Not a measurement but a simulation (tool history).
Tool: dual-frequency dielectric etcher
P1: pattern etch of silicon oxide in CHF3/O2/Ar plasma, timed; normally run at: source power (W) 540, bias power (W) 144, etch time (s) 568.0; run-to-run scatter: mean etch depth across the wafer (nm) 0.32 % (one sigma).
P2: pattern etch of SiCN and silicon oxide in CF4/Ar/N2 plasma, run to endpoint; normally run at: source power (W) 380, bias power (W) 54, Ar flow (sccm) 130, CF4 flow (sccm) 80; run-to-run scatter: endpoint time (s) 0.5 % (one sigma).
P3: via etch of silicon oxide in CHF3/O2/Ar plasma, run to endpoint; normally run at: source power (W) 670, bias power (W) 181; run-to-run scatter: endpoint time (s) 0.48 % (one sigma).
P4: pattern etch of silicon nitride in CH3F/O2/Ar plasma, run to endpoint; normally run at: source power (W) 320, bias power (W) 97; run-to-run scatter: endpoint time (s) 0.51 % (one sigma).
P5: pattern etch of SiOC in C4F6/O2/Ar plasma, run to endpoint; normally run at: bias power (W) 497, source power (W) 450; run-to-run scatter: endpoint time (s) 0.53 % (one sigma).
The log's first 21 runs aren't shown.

run	hour	process that ran	source power (W)	bias power (W)	etch time (s)	Ar flow (sccm)	CF4 flow (sccm)	mean etch depth across the wafer (nm)	endpoint time (s)
22	166.2	P1	540	144	568.0			973.24	
23	172.9	P1	670	91	568.0			919.82	
24	183.2	P3	670	181					204.330
25	191.7	P1	540	144	568.0			977.89	
26	197.4	P1	540	144	568.0			975.29	
27	203.3	P5	450	342					17.542
28	210.6	P1	400	144	568.0			869.57	
29	215.6	P2	530	54		130	80		12.002
30	221.3	P3	830	181					187.030
31	229.2	P4	320	116					35.422
32	234.1	P1	540	144	568.0			972.19	
33	243.7	P1	540	144	568.0			970.34	
34	253.2	P1	540	144	568.0			962.43	

The next listed run, before its measurement:
35	258.1	P1	540	144	568.0			?	

Run 35 gave mean etch depth across the wafer (nm) 960.03.

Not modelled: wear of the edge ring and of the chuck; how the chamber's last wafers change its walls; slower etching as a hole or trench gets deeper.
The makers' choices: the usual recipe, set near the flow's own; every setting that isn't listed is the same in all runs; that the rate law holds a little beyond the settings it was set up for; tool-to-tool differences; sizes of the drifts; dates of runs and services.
